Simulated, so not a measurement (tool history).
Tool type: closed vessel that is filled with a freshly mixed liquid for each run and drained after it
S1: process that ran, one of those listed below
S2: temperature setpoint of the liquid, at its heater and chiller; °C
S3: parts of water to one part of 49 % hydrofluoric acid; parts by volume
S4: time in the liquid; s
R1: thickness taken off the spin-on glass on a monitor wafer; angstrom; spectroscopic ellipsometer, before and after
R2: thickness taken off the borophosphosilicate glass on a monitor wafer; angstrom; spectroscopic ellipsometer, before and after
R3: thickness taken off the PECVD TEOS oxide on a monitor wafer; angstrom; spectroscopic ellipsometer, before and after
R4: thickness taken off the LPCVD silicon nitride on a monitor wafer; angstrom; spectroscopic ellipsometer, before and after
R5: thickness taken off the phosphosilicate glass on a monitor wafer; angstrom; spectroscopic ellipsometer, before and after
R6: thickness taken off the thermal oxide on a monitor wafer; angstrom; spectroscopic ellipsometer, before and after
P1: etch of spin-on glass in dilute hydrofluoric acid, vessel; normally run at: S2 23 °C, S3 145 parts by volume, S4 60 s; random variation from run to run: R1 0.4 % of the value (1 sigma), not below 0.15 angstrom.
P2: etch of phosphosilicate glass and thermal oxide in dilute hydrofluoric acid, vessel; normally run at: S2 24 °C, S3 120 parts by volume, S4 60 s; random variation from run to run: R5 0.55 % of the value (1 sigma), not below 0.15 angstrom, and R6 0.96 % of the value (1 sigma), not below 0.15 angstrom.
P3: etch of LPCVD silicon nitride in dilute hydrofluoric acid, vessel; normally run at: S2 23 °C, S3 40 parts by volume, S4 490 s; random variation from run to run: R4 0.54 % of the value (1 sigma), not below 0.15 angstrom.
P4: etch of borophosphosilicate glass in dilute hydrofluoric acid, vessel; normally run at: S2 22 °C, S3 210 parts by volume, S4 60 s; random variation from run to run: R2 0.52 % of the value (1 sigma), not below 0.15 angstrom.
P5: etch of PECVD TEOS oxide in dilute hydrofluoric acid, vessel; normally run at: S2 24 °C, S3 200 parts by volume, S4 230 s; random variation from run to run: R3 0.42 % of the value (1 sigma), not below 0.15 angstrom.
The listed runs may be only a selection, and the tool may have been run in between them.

Run 1, hour 7.8: S1 P1, S2 23 °C, S3 145 parts by volume, S4 60 s. Result: R1 143.84 angstrom.
Run 2, hour 17.2: S1 P4, S2 22 °C, S3 210 parts by volume, S4 60 s. Result: R2 132.48 angstrom.
Run 3, hour 29: S1 P1, S2 23 °C, S3 75 parts by volume, S4 60 s. Result: R1 303.08 angstrom.
Run 4, hour 41.2: S1 P1, S2 23 °C, S3 235 parts by volume, S4 30 s. Result: R1 40.377 angstrom.
Run 5, hour 50.8: S1 P1, S2 23 °C, S3 100 parts by volume, S4 110 s. Result: R1 403.21 angstrom.
Run 6, hour 60.2: S1 P5, S2 18 °C, S3 200 parts by volume, S4 230 s. Result: R3 90.257 angstrom.
Run 7, hour 70.9: S1 P1, S2 17 °C, S3 145 parts by volume, S4 60 s. Result: R1 113.05 angstrom.
Run 8, hour 77.9: S1 P4, S2 22 °C, S3 210 parts by volume, S4 90 s. Result: R2 197.47 angstrom.
Run 9, hour 85.2: S1 P1, S2 23 °C, S3 145 parts by volume, S4 60 s. Result: R1 142.82 angstrom.
Run 10, hour 97.6: S1 P3, S2 23 °C, S3 65 parts by volume, S4 490 s. Result: R4 34.793 angstrom.
Run 11, hour 103.5: S1 P1, S2 23 °C, S3 145 parts by volume, S4 60 s. Result: R1 143.42 angstrom.
Run 12, hour 115.7: S1 P5, S2 24 °C, S3 315 parts by volume, S4 230 s. Result: R3 64.389 angstrom.
Run 13, hour 127.2: S1 P3, S2 27 °C, S3 40 parts by volume, S4 490 s. Result: R4 71.658 angstrom.
Run 14, hour 134.7: S1 P2, S2 24 °C, S3 120 parts by volume, S4 60 s. Result: R5 608.41 angstrom, R6 22.453 angstrom.
Run 15, hour 145.4: S1 P2, S2 19.5 °C, S3 120 parts by volume, S4 60 s. Result: R5 517.25 angstrom, R6 19.17 angstrom.
Run 16, hour 153: S1 P5, S2 24 °C, S3 200 parts by volume, S4 230 s. Result: R3 113.32 angstrom.
Run 17, hour 163.9: S1 P1, S2 23 °C, S3 50 parts by volume, S4 30 s. Result: R1 235.12 angstrom.
Run 18, hour 172.3: S1 P1, S2 23 °C, S3 215 parts by volume, S4 60 s. Result: R1 89.863 angstrom.
Run 19, hour 181.6: S1 P4, S2 22 °C, S3 210 parts by volume, S4 60 s. Result: R2 132.09 angstrom.
Run 20, hour 191.9: S1 P2, S2 24 °C, S3 75 parts by volume, S4 60 s. Result: R5 1042 angstrom, R6 38.698 angstrom.
Run 21, hour 202.2: S1 P1, S2 23 °C, S3 145 parts by volume, S4 120 s. Result: R1 285.85 angstrom.
Run 22, hour 214.5: S1 P4, S2 22 °C, S3 290 parts by volume, S4 60 s. Result: R2 89.128 angstrom.
Run 23, hour 226.2: S1 P1, S2 28 °C, S3 145 parts by volume, S4 60 s. Result: R1 172.98 angstrom.
Run 24, hour 238.2: S1 P3, S2 23 °C, S3 40 parts by volume, S4 220 s. Result: R4 25.005 angstrom.
Run 25, hour 244.9: S1 P1, S2 23 °C, S3 145 parts by volume, S4 30 s. Result: R1 71.616 angstrom.
Run 26, hour 255.3: S1 P5, S2 24 °C, S3 200 parts by volume, S4 70 s. Result: R3 34.476 angstrom.
Run 27, hour 264.8: S1 P5, S2 24 °C, S3 200 parts by volume, S4 230 s. Result: R3 112.97 angstrom.
Run 28, hour 272.4: S1 P2, S2 24 °C, S3 120 parts by volume, S4 95 s. Result: R5 969.13 angstrom, R6 36.135 angstrom.
Run 29, hour 280.3: S1 P2, S2 24 °C, S3 120 parts by volume, S4 60 s. Result: R5 615.22 angstrom, R6 22.804 angstrom.
Run 30, hour 291.8: S1 P1, S2 23 °C, S3 145 parts by volume, S4 60 s. Result: R1 143.01 angstrom.
Run 31, hour 304.1: S1 P3, S2 23 °C, S3 40 parts by volume, S4 490 s. Result: R4 55.357 angstrom.
Run 32, hour 312.5: S1 P4, S2 17 °C, S3 210 parts by volume, S4 60 s. Result: R2 108.36 angstrom.
Run 33, hour 321.5: S1 P1, S2 23 °C, S3 145 parts by volume, S4 60 s. Result: R1 144.48 angstrom.
Run 34, hour 327.9: S1 P1, S2 23 °C, S3 145 parts by volume, S4 60 s. Result: R1 139.1 angstrom.
Run 35, hour 340: S1 P1, S2 23 °C, S3 145 parts by volume, S4 60 s. Result: R1 134.12 angstrom.
Run 36, hour 346.2: S1 P1, S2 23 °C, S3 145 parts by volume, S4 60 s. Result: R1 133.52 angstrom.
Run 37, hour 358.3: S1 P1, S2 23 °C, S3 145 parts by volume, S4 60 s. Result: R1 131.72 angstrom.
Run 38, hour 364.3: S1 P1, S2 23 °C, S3 145 parts by volume, S4 60 s. Result: R1 131.79 angstrom.
Run 39, hour 375.7: S1 P1, S2 23 °C, S3 145 parts by volume, S4 60 s. Result: R1 131.37 angstrom.

What P1 gives has crept away from where it was. These 2 causes fit the log equally well, each at the size given:
A: hydrofluoric acid flow below the setpoint (%) = 7.25
B: liquid colder than its thermometer reads (K) = 2.25
The onset of the drift is placed at about hour 321.5.

4 check runs are offered, one wafer each, their results left as question marks. Which one tells the causes apart?
Run check 1, hour 387.1: S1 P2, S2 24 °C, S3 120 parts by volume, S4 60 s. Result: R5 ?, R6 ?.
Run check 2, hour 387.1: S1 P4, S2 22 °C, S3 210 parts by volume, S4 60 s. Result: R2 ?.
Run check 3, hour 387.1: S1 P5, S2 24 °C, S3 200 parts by volume, S4 230 s. Result: R3 ?.
Run check 4, hour 387.1: S1 P3, S2 23 °C, S3 40 parts by volume, S4 490 s. Result: R4 ?.

How each check would come out, cause by cause:
  check  result    if A    if B
check 1      R5  561.43  560.07
check 1      R6  20.887  20.836
check 2      R2  120.58  121.34
check 3      R3  103.27  104.07
check 4      R4  51.431  47.405
Distance between the nearest two causes, measured in the result of the check that separates them most: check 1 0.24 %; check 2 0.63 %; check 3 0.77 %; check 4 8.15 %
Check 4 tells the causes apart: in the others they would give nearly the same result.

After running check 4, the following was obtained: R4 47.116 angstrom. Which cause does this point to?

It was cause B: liquid colder than its thermometer reads (K).

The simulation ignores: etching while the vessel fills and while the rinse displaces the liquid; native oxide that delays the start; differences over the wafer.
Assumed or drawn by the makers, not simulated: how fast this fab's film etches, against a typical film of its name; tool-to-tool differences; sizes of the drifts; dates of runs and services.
